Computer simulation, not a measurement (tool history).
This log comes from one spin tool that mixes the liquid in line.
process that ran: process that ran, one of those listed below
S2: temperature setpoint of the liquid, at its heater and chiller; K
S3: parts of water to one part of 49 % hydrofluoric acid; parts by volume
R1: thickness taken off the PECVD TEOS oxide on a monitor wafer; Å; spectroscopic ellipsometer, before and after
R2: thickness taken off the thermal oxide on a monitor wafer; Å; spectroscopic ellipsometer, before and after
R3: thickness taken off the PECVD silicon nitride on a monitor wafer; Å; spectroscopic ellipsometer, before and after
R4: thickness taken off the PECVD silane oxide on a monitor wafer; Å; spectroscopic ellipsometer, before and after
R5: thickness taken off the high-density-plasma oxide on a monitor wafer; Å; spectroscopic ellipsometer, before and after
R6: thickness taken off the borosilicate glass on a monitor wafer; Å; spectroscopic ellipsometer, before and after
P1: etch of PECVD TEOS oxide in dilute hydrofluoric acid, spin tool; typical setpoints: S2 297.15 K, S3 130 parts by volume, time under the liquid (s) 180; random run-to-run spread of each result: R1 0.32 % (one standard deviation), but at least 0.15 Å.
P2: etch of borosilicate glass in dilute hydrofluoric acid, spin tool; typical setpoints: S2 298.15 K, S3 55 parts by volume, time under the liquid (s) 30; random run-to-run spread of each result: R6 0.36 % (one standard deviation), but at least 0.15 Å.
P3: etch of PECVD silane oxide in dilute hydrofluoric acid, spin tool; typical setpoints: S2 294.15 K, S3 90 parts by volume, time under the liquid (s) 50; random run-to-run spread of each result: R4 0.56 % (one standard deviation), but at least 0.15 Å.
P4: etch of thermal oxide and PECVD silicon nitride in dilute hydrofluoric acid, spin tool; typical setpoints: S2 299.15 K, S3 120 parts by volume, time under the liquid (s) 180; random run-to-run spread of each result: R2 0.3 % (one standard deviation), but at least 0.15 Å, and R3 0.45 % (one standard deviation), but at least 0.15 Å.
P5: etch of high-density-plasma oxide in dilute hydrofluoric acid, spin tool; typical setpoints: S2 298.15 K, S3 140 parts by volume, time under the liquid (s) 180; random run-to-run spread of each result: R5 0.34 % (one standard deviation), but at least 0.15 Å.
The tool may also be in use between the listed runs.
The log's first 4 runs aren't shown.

Run 5, hour 66.3: process that ran P4, S2 299.15 K, S3 45 parts by volume, time under the liquid (s) 180. Result: R2 228.590 Å, R3 170.290 Å.
Run 6, hour 82.1: process that ran P5, S2 302.15 K, S3 140 parts by volume, time under the liquid (s) 180. Result: R5 77.100 Å.
Run 7, hour 97.1: process that ran P1, S2 297.15 K, S3 130 parts by volume, time under the liquid (s) 75. Result: R1 107.06 Å.
Run 8, hour 109.3: process that ran P1, S2 297.15 K, S3 130 parts by volume, time under the liquid (s) 280. Result: R1 398.17 Å.
Run 9, hour 126.3: process that ran P1, S2 297.15 K, S3 230 parts by volume, time under the liquid (s) 180. Result: R1 129.71 Å.
Run 10, hour 137.4: process that ran P1, S2 301.65 K, S3 130 parts by volume, time under the liquid (s) 180. Result: R1 303.29 Å.
At hour 149.5: thermometer replaced.
Run 11, hour 154.3: process that ran P4, S2 299.15 K, S3 120 parts by volume, time under the liquid (s) 180. Result: R2 78.185 Å, R3 64.728 Å.
Run 12, hour 171.3: process that ran P4, S2 294.15 K, S3 120 parts by volume, time under the liquid (s) 180. Result: R2 64.524 Å, R3 45.947 Å.
Run 13, hour 182.4: process that ran P3, S2 294.15 K, S3 90 parts by volume, time under the liquid (s) 50. Result: R4 77.471 Å.
Run 14, hour 195.0: process that ran P2, S2 298.15 K, S3 55 parts by volume, time under the liquid (s) 30. Result: R6 237.43 Å.
Run 15, hour 203.3: process that ran P2, S2 298.15 K, S3 55 parts by volume, time under the liquid (s) 15. Result: R6 118.92 Å.
Run 16, hour 217.0: process that ran P2, S2 298.15 K, S3 20 parts by volume, time under the liquid (s) 30. Result: R6 682.93 Å.
Run 17, hour 227.3: process that ran P1, S2 297.15 K, S3 130 parts by volume, time under the liquid (s) 180. Result: R1 255.25 Å.
Run 18, hour 245.6: process that ran P1, S2 300.65 K, S3 35 parts by volume, time under the liquid (s) 180. Result: R1 1239.40 Å.
Run 19, hour 254.3: process that ran P1, S2 297.15 K, S3 130 parts by volume, time under the liquid (s) 180. Result: R1 254.95 Å.
Run 20, hour 270.1: process that ran P1, S2 297.15 K, S3 130 parts by volume, time under the liquid (s) 180. Result: R1 255.83 Å.
Run 21, hour 287.0: process that ran P1, S2 297.15 K, S3 35 parts by volume, time under the liquid (s) 265. Result: R1 1567.40 Å.
Run 22, hour 298.4: process that ran P4, S2 299.15 K, S3 120 parts by volume, time under the liquid (s) 180. Result: R2 78.873 Å, R3 64.486 Å.
Run 23, hour 308.8: process that ran P1, S2 297.15 K, S3 130 parts by volume, time under the liquid (s) 180. Result: R1 255.21 Å.
Run 24, hour 317.4: process that ran P2, S2 302.65 K, S3 55 parts by volume, time under the liquid (s) 30. Result: R6 283.59 Å.
Run 25, hour 336.0: process that ran P1, S2 292.65 K, S3 130 parts by volume, time under the liquid (s) 180. Result: R1 214.99 Å.
Run 26, hour 349.4: process that ran P2, S2 298.15 K, S3 55 parts by volume, time under the liquid (s) 30. Result: R6 237.06 Å.
Run 27, hour 359.8: process that ran P3, S2 294.15 K, S3 90 parts by volume, time under the liquid (s) 50. Result: R4 78.340 Å.
Run 28, hour 375.2: process that ran P5, S2 298.15 K, S3 140 parts by volume, time under the liquid (s) 180. Result: R5 66.579 Å.

Forecast run 29:
Run 29, hour 385.3: process that ran P3, S2 290.15 K, S3 90 parts by volume, time under the liquid (s) 50. Result: R4 ?.

{"run 29": {"R4": 65.705}}
